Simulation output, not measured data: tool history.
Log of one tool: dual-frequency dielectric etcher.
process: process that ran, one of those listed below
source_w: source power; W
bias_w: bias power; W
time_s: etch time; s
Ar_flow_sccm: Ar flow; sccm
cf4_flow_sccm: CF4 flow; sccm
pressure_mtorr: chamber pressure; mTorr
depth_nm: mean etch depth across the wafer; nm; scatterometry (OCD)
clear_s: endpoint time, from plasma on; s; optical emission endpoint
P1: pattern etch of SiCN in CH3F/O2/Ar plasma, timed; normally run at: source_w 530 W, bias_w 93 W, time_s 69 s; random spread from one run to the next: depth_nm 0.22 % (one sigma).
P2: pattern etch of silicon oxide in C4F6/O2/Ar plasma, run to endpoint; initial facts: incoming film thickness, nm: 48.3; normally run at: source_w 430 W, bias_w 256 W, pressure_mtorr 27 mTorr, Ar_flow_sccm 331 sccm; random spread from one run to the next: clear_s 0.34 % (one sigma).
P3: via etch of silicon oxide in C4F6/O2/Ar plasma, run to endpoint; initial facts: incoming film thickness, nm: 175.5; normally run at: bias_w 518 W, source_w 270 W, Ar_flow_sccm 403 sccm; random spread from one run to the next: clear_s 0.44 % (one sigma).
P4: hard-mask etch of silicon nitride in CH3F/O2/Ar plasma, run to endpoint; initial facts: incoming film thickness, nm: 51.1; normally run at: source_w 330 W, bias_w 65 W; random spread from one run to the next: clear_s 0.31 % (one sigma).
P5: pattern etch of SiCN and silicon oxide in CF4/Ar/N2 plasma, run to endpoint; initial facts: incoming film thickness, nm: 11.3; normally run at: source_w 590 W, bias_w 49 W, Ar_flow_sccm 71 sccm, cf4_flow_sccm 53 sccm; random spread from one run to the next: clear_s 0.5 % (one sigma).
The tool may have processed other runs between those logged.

run,day,process,source_w,bias_w,time_s,Ar_flow_sccm,cf4_flow_sccm,pressure_mtorr,hours since the last wet clean,hours since the last source power generator calibration,hours since the last bias power generator calibration,depth_nm,clear_s
1,0.138,P1,530,93,69,,,,233.7,422.8,300.2,32.026,
2,0.350,P1,530,93,91,,,,238.8,427.9,305.3,42.464,
3,0.446,P5,400,49,,71,53,,241.1,430.2,307.6,,16.109
4,0.633,P4,330,65,,,,,245.6,434.7,312.1,,81.801
5,0.792,P5,590,59,,71,53,,249.4,438.5,315.9,,10.760
6,0.925,P1,530,123,69,,,,252.6,441.7,319.1,35.619,
7,1.050,P2,430,256,,331,,36,255.6,444.7,322.1,,13.652
8,1.146,P1,530,93,69,,,,257.9,447.0,324.4,31.992,
9,1.283,P2,430,256,,433,,27,261.2,450.3,327.7,,13.631
10,1.462,P2,430,306,,331,,27,265.5,454.6,332.0,,12.301
11,1.638,P1,730,93,69,,,,269.7,458.8,336.2,36.209,
12,1.771,P1,410,93,83,,,,272.9,462.0,339.4,35.002,
13,1.946,P3,270,518,,324,,,277.1,466.2,343.6,,44.107
14,2.112,P1,390,93,69,,,,281.1,470.2,347.6,28.609,
15,2.212,P1,530,75,69,,,,283.5,472.6,350.0,29.678,
16,2.425,P2,430,256,,331,,27,288.6,477.7,355.1,,13.159
17,2.612,P3,270,518,,403,,,293.1,482.2,359.6,,45.397
18,2.825,P1,530,93,45,,,,298.2,487.3,364.7,20.986,
# day 2.858: wet clean of the chamber
19,2.975,P5,590,49,,71,53,,2.9,490.9,368.3,,11.470
20,3.179,P5,590,49,,71,73,,7.8,495.8,373.2,,10.744
21,3.379,P5,590,49,,43,53,,12.6,500.6,378.0,,10.460
22,3.479,P4,330,87,,,,,15.0,503.0,380.4,,73.209
23,3.679,P3,170,518,,403,,,19.8,507.8,385.2,,53.783
24,3.825,P1,530,93,69,,,,23.3,511.3,388.7,31.974,
25,3.921,P5,590,49,,71,53,,25.6,513.6,391.0,,11.378
26,4.108,P1,530,93,69,,,,30.1,518.1,395.5,32.106,
27,4.208,P3,270,339,,403,,,32.5,520.5,397.9,,53.709
28,4.404,P4,220,65,,,,,37.2,525.2,402.6,,95.110
29,4.538,P1,530,93,69,,,,40.4,528.4,405.8,32.166,
30,4.692,P1,530,93,69,,,,44.1,532.1,409.5,32.081,
31,4.850,P2,590,256,,331,,27,47.9,535.9,413.3,,11.731
32,4.979,P1,530,93,69,,,,51.0,539.0,416.4,32.086,
33,5.096,P1,530,93,69,,,,53.8,541.8,419.2,32.377,
34,5.192,P1,530,93,69,,,,56.1,544.1,421.5,32.491,
35,5.308,P1,530,93,69,,,,58.9,546.9,424.3,32.444,
# day 5.346: wet clean of the chamber
36,5.525,P1,530,93,69,,,,4.3,552.1,429.5,32.595,
37,5.621,P1,530,93,69,,,,6.6,554.4,431.8,32.608,
38,5.817,P1,530,93,69,,,,11.3,559.1,436.5,32.571,
39,5.912,P1,530,93,69,,,,13.6,561.4,438.8,32.615,

P1 no longer gives what it gave before; its output has crept away from where it was. The following 2 causes, each at its listed size, fit the log equally well:
A: source power that arrives over what is set, % = 4.5
B: bias power that arrives over what is set, % = 4.57
The onset of the drift is placed at about day 4.979.
Each remaining cause and why it is not a fit:
chamber walls in a state that raises the etch rate, %: serviced at day 5.346, after the drift had started, without restoring the earlier output

The 4 check runs listed below each average the results of 2 wafers, and their outcomes are marked with question marks. Under which run would the listed causes produce clearly different results?
check 1,6.008,P2,430,256,,331,,27,,,,,?
check 2,6.008,P3,270,518,,403,,,,,,,?
check 3,6.008,P5,590,49,,71,53,,,,,,?
check 4,6.008,P4,330,65,,,,,,,,,?

Predicted outcomes, by check and by cause:
check,result,if A,if B
check 1,clear_s,12.972,12.994
check 2,clear_s,44.696,44.649
check 3,clear_s,10.938,11.227
check 4,clear_s,80.192,80.311
Smallest distance between any two causes, each pair judged by its most separating result, in per cent: check 1 0.17 %; check 2 0.1 %; check 3 2.61 %; check 4 0.15 %
The causes can be told apart only by check 3. The other checks would give nearly the same results under each of them.

Check 3 was carried out, with these results: clear_s 10.971 s. Which of the listed causes is responsible?

The correct cause is A, namely: source power that arrives over what is set, %.

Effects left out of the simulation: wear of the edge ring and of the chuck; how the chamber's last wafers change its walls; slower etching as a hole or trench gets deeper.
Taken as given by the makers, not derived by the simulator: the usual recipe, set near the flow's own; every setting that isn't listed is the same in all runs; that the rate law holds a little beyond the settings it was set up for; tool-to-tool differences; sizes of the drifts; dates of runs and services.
